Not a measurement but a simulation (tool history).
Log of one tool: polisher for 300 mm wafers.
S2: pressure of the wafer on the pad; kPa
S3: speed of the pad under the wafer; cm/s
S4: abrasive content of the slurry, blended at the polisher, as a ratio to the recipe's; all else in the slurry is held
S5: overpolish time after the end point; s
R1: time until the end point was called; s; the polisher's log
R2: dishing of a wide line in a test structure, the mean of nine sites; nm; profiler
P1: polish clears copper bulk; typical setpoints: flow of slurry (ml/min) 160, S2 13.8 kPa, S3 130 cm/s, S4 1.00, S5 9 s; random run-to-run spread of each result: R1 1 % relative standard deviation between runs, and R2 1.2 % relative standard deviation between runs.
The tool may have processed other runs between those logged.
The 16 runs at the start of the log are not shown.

Run 17, day 4.033: flow of slurry (ml/min) 160, S2 13.8 kPa, S3 130 cm/s, S4 1.00, S5 9 s. Result: R1 78.360 s, R2 53.120 nm.
Run 18, day 4.333: flow of slurry (ml/min) 95, S2 13.8 kPa, S3 130 cm/s, S4 1.00, S5 9 s. Result: R1 84.906 s, R2 50.426 nm.
Run 19, day 4.583: flow of slurry (ml/min) 160, S2 13.8 kPa, S3 130 cm/s, S4 1.00, S5 9 s. Result: R1 77.869 s, R2 54.164 nm.
Run 20, day 4.892: flow of slurry (ml/min) 160, S2 13.8 kPa, S3 130 cm/s, S4 1.00, S5 9 s. Result: R1 79.759 s, R2 53.773 nm.
Run 21, day 5.125: flow of slurry (ml/min) 160, S2 13.8 kPa, S3 130 cm/s, S4 1.00, S5 9 s. Result: R1 79.651 s, R2 52.158 nm.
Run 22, day 5.283: flow of slurry (ml/min) 160, S2 13.8 kPa, S3 130 cm/s, S4 1.00, S5 9 s. Result: R1 83.515 s, R2 51.954 nm.
Run 23, day 5.583: flow of slurry (ml/min) 160, S2 13.8 kPa, S3 130 cm/s, S4 1.00, S5 9 s. Result: R1 81.786 s, R2 51.031 nm.
At day 5.596: worn pad replaced by a new one.
At day 5.638: head pressure recalibrated.
Run 24, day 5.783: flow of slurry (ml/min) 160, S2 13.8 kPa, S3 130 cm/s, S4 1.00, S5 9 s. Result: R1 82.459 s, R2 51.436 nm.
Run 25, day 6.079: flow of slurry (ml/min) 160, S2 13.8 kPa, S3 130 cm/s, S4 1.00, S5 9 s. Result: R1 82.703 s, R2 51.289 nm.
Run 26, day 6.362: flow of slurry (ml/min) 160, S2 13.8 kPa, S3 130 cm/s, S4 1.00, S5 9 s. Result: R1 83.917 s, R2 51.010 nm.

Predict the results of run 27:
Run 27, day 6.604: flow of slurry (ml/min) 160, S2 13.8 kPa, S3 130 cm/s, S4 1.00, S5 9 s. Result: R1 ?, R2 ?.

{"run 27": {"R1": 84.037, "R2": 50.334}}
